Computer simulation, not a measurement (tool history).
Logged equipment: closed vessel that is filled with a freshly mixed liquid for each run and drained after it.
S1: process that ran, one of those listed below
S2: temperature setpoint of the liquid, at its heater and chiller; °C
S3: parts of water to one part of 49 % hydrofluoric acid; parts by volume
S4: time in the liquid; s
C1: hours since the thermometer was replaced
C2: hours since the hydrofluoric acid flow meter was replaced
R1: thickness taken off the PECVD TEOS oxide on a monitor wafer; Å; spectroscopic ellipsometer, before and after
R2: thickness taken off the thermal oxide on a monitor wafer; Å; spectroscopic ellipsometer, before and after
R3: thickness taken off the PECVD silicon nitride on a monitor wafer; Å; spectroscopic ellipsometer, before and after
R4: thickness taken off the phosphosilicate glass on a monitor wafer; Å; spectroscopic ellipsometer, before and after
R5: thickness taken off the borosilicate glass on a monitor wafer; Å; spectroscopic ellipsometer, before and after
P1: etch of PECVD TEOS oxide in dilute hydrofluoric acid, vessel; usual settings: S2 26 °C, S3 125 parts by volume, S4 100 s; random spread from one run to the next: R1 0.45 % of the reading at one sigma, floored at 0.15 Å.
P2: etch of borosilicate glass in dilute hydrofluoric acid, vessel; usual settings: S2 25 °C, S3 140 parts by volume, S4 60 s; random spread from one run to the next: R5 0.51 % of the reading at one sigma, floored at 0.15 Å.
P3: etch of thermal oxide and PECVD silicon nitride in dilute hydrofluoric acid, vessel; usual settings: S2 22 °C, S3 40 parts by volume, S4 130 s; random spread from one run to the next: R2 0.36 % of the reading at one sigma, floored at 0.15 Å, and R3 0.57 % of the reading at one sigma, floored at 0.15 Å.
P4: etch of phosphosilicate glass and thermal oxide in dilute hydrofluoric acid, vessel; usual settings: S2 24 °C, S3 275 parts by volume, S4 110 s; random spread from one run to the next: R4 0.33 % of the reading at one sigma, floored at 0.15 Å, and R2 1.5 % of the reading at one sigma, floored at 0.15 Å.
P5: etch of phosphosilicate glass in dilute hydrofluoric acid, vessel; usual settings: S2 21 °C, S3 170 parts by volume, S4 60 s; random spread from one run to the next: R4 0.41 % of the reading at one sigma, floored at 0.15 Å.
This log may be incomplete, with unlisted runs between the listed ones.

run,hour,S1,S2,S3,S4,C1,C2,R1,R2,R3,R4,R5
1,6.9,P1,26,125,100,423.3,1073.2,139.41,,,,
2,12.8,P1,26,125,100,429.2,1079.1,139,,,,
3,18.6,P3,22,40,240,435,1084.9,,279.69,131.67,,
4,24.9,P5,21,240,60,441.3,1091.2,,,,160.8,
# hour 25.1: thermometer replaced
5,31.7,P3,22,60,130,6.7,1098,,98.64,48.598,,
6,38.4,P1,26,35,100,13.4,1104.7,560.87,,,,
7,42,P1,26,125,100,17,1108.3,139.57,,,,
8,46.1,P1,26,125,100,21.1,1112.4,139.14,,,,
9,52.3,P4,24,275,30,27.3,1118.6,,4.0946,,154.47,
10,59,P4,19,275,110,34,1125.3,,12.423,,468.63,
11,66,P5,21,170,60,41,1132.3,,,,242.15,
12,73,P3,25.5,40,130,48,1139.3,,176.14,90.99,,
13,78,P3,22,40,130,53,1144.3,,152.08,71.5,,
14,83.2,P1,26,125,100,58.2,1149.5,139.06,,,,
15,89,P1,26,125,185,64,1155.3,256.48,,,,
16,93.3,P5,21,170,30,68.3,1159.6,,,,120.8,
17,97.8,P3,22,40,130,72.8,1164.1,,151.04,72.041,,
18,103.1,P2,25,140,30,78.1,1169.4,,,,,41.165
19,108.9,P1,26,165,50,83.9,1175.2,49.971,,,,
20,113,P1,26,70,195,88,1179.3,519.07,,,,
21,119.8,P1,26,125,100,94.8,1186.1,137.42,,,,
22,124.4,P1,30.5,125,100,99.4,1190.7,164.72,,,,
23,130.5,P2,25,140,60,105.5,1196.8,,,,,82.278
24,133.7,P2,25,50,60,108.7,1200,,,,,260.01
25,139.3,P1,26,195,100,114.3,1205.6,82.21,,,,
26,145.4,P4,24,275,110,120.4,1211.7,,14.406,,564.88,
27,151.8,P2,17,140,60,126.8,1218.1,,,,,60.121
28,155.1,P1,19,125,100,130.1,1221.4,105.18,,,,
29,160.6,P5,17,170,60,135.6,1226.9,,,,206.61,
30,167,P4,24,505,110,142,1233.3,,6.5997,,252.03,
31,171.5,P1,26,125,35,146.5,1237.8,48.487,,,,
32,177.8,P1,26,125,100,152.8,1244.1,140.11,,,,
33,182,P1,26,125,100,157,1248.3,134.08,,,,
34,185.2,P1,26,125,100,160.2,1251.5,131.76,,,,
35,191.6,P1,26,125,100,166.6,1257.9,128.2,,,,
36,196.9,P1,26,125,100,171.9,1263.2,128.14,,,,
37,202.9,P1,26,125,100,177.9,1269.2,127.16,,,,
38,206.9,P1,26,125,100,181.9,1273.2,127.68,,,,

P1 no longer gives what it gave before; its output has crept away from where it was. The following 2 causes, each at its listed size, fit the log equally well:
A: liquid colder than its thermometer reads (K) = 2.25
B: hydrofluoric acid flow below the setpoint (%) = 7.19
At approximately hour 177.8, the process output began to creep.

Listed below are the offered check runs, one wafer per run, with question marks in place of results. For which of them would the causes give clearly different outcomes?
check 1,210.9,P2,25,55,60,,,,,,,?
check 2,210.9,P4,19,275,30,,,,?,,?,
check 3,210.9,P5,17,170,30,,,,,,?,
check 4,210.9,P3,22,40,225,,,,?,?,,

Outcome of each check run for each possible cause:
check,result,if A,if B
check 1,R5,215.25,217.85
check 2,R2,3.091,3.0663
check 2,R4,118.27,117.32
check 3,R4,94.395,94.894
check 4,R2,238.98,243.08
check 4,R3,106.15,115.39
Per check, the gap between the least separated pair of causes, taken in the result that splits them most: check 1 1.2 %; check 2 0.8 %; check 3 0.53 %; check 4 8.34 %
Check 4 tells the causes apart: in the others they would give nearly the same result.

The results of check 4 are: R2 243.44 Å; R3 115.45 Å. Based on these, which of the listed causes is it?

It was cause B: hydrofluoric acid flow below the setpoint (%).
